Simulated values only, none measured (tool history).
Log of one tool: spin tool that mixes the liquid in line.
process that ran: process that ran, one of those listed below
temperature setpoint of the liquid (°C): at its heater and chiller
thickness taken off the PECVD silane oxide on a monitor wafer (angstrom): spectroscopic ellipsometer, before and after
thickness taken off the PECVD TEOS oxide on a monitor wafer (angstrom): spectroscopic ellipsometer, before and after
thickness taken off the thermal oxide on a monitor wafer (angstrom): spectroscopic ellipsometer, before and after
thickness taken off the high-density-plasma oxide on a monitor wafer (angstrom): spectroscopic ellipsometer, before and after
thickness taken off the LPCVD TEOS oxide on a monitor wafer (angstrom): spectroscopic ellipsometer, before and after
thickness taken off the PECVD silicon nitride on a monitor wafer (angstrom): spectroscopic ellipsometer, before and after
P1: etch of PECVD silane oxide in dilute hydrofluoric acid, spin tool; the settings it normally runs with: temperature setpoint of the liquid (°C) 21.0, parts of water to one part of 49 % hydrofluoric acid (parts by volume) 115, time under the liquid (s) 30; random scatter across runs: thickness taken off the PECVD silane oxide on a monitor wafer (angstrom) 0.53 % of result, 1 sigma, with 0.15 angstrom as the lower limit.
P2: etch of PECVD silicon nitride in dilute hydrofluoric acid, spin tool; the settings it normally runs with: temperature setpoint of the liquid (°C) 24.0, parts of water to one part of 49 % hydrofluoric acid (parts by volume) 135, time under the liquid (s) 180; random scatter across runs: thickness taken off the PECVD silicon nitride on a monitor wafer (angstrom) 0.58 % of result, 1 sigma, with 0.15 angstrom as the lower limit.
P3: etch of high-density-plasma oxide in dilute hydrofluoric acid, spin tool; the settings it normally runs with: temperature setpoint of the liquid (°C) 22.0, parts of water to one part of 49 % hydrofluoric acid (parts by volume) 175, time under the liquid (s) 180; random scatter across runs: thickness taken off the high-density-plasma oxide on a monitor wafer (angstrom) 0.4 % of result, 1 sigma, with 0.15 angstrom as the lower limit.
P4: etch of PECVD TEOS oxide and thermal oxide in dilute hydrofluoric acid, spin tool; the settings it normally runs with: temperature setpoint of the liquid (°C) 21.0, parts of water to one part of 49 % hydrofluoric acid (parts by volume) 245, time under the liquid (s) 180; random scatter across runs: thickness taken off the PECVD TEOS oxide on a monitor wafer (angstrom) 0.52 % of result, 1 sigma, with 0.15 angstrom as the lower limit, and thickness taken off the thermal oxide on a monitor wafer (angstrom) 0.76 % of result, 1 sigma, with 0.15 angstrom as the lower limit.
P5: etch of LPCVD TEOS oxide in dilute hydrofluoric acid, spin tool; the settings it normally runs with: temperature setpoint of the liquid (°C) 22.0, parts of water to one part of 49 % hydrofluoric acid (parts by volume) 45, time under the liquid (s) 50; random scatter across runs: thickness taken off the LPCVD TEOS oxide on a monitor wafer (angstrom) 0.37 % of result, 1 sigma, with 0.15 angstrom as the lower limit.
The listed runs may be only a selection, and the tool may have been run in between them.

run	hour	process that ran	temperature setpoint of the liquid (°C)	parts of water to one part of 49 % hydrofluoric acid (parts by volume)	time under the liquid (s)	hours since the thermometer was replaced	hours since the hydrofluoric acid flow meter was replaced	thickness taken off the PECVD silane oxide on a monitor wafer (angstrom)	thickness taken off the PECVD TEOS oxide on a monitor wafer (angstrom)	thickness taken off the thermal oxide on a monitor wafer (angstrom)	thickness taken off the high-density-plasma oxide on a monitor wafer (angstrom)	thickness taken off the LPCVD TEOS oxide on a monitor wafer (angstrom)	thickness taken off the PECVD silicon nitride on a monitor wafer (angstrom)
1	5.4	P1	21.0	115	30	297.0	1084.6	108.070					
2	11.6	P1	17.5	115	45	303.2	1090.8	140.600					
3	16.7	P4	21.0	55	180	308.3	1095.9		835.880	146.7600			
4	19.8	P4	21.0	245	40	311.4	1099.0		33.897	5.7467			
5	24.3	P4	21.0	245	180	315.9	1103.5		153.450	26.7270			
6	30.8	P3	22.0	175	180	322.4	1110.0				64.608		
7	37.4	P1	21.0	190	30	329.0	1116.6	60.621					
8	43.6	P1	21.0	115	30	335.2	1122.8	108.640					
9	50.4	P1	21.0	115	60	342.0	1129.6	216.520					
10	55.1	P5	22.0	45	50	346.7	1134.3					272.21	
11	59.9	P4	21.0	245	180	351.5	1139.1		152.710	26.5350			
12	66.5	P2	24.0	135	40	358.1	1145.7						9.0143
13	71.9	P1	21.0	115	30	363.5	1151.1	109.420					
14	77.7	P1	17.0	115	30	369.3	1156.9	92.185					
15	82.4	P1	21.0	115	30	374.0	1161.6	108.920					
16	86.0	P2	24.0	40	180	377.6	1165.2						132.1600
17	90.1	P1	21.0	75	55	381.7	1169.3	319.330					
18	96.0	P1	27.5	115	30	387.6	1175.2	139.050					
19	102.5	P1	21.0	115	30	394.1	1181.7	107.690					
20	106.0	P4	29.0	245	180	397.6	1185.2		203.860	35.4070			
21	109.8	P3	22.0	175	180	401.4	1189.0				64.729		
22	112.8	P5	22.0	75	50	404.4	1192.0					156.54	
23	117.2	P5	22.0	45	80	408.8	1196.4					432.74	
24	121.7	P1	21.0	70	30	413.3	1200.9	185.910					
25	125.4	P5	30.0	45	50	417.0	1204.6					370.92	
26	131.6	P3	22.0	175	55	423.2	1210.8				19.888		
27	136.8	P2	20.5	135	180	428.4	1216.0						31.3430
28	141.0	P2	24.0	135	180	432.6	1220.2						40.0980
29	147.1	P1	21.0	115	15	438.7	1226.3	54.386					
30	153.6	P3	22.0	30	180	445.2	1232.8				445.790		
31	157.0	P3	17.0	175	180	448.6	1236.2				53.342		
32	161.9	P1	21.0	115	30	453.5	1241.1	109.560					
33	164.9	P1	21.0	115	30	456.5	1244.1	108.260					
34	169.4	P1	21.0	115	30	461.0	1248.6	110.740					
35	176.0	P1	21.0	115	30	467.6	1255.2	112.820					
36	180.7	P1	21.0	115	30	472.3	1259.9	113.440					

Estimate the outcome of run 37 from the log above:
37	184.3	P1	21.0	115	30	475.9	1263.5	?					

{"run 37": {"thickness taken off the PECVD silane oxide on a monitor wafer (angstrom)": 114.5}}
